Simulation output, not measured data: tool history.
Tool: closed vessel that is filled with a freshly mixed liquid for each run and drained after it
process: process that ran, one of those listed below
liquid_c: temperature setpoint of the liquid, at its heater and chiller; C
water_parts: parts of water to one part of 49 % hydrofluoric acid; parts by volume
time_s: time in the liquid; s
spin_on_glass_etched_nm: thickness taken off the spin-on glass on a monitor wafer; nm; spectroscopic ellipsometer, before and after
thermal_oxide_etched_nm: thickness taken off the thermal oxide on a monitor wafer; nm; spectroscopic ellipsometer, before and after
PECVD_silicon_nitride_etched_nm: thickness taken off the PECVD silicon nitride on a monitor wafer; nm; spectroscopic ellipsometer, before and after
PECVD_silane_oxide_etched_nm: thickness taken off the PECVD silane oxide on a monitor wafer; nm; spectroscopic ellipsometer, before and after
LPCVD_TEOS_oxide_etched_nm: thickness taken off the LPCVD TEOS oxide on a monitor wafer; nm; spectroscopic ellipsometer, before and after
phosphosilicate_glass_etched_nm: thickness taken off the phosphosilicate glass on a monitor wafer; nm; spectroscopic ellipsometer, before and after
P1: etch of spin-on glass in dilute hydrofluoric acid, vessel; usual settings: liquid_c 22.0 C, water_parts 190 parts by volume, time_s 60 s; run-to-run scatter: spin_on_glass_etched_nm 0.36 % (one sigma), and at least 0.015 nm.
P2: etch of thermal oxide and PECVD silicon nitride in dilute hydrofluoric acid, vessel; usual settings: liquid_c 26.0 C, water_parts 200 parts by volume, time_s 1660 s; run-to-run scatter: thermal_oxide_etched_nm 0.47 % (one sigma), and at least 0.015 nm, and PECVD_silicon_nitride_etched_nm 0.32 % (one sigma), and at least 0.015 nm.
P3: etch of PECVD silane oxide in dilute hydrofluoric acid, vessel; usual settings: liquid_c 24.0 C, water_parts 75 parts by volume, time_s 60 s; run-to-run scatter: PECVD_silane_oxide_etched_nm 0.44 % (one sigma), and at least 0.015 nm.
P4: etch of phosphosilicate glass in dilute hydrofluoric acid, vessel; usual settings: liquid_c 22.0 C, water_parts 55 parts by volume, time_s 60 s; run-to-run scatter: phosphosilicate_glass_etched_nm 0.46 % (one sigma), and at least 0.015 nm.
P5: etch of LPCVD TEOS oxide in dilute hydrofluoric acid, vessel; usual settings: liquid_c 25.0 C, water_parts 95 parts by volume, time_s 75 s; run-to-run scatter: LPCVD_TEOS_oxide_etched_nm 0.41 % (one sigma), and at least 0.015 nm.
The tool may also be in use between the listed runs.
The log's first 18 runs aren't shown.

run   hour  process  liquid_c  water_parts  time_s  hours since the thermometer was replaced  hours since the hydrofluoric acid flow meter was replaced  spin_on_glass_etched_nm  thermal_oxide_etched_nm  PECVD_silicon_nitride_etched_nm  PECVD_silane_oxide_etched_nm  LPCVD_TEOS_oxide_etched_nm  phosphosilicate_glass_etched_nm
 19  183.5       P1      28.0          305      60                                     691.3                                                     1398.5                   4.4148
     186.9  -- hydrofluoric acid flow meter replaced
 20  190.9       P1      17.0          190      95                                     698.7                                                        4.1                   8.4817
 21  200.6       P1      22.0          190      60                                     708.4                                                       13.8                   6.5165
 22  211.3       P1      22.0          190      30                                     719.1                                                       24.5                   3.2486
 23  218.4       P1      17.0          190      60                                     726.2                                                       31.6                   5.3460
 24  224.7       P1      22.0          315      60                                     732.5                                                       37.9                   3.4786
 25  234.4       P4      22.0           55      30                                     742.2                                                       47.6                                                                                                                                                                         62.14
 26  240.6       P3      24.0           75      60                                     748.4                                                       53.8                                                                                                           42.839
 27  248.1       P4      22.0           20      60                                     755.9                                                       61.3                                                                                                                                                                        355.45
 28  256.4       P1      22.0           30      60                                     764.2                                                       69.6                  49.9060
 29  263.7       P5      25.0          150      75                                     771.5                                                       76.9                                                                                                                                       24.276
 30  272.4       P2      26.0          310    1660                                     780.2                                                       85.6                                          20.59800                         12.97200
 31  281.3       P3      17.0           75      60                                     789.1                                                       94.5                                                                                                           32.068
 32  293.5       P4      30.5           55      60                                     801.3                                                      106.7                                                                                                                                                                        175.40
 33  303.0       P5      25.0           95      75                                     810.8                                                      116.2                                                                                                                                       41.118

Forecast run 34:
 34  312.0       P1      22.0          190      60                                     819.8                                                      125.2                        ?

spin_on_glass_etched_nm: 6.5235 nm

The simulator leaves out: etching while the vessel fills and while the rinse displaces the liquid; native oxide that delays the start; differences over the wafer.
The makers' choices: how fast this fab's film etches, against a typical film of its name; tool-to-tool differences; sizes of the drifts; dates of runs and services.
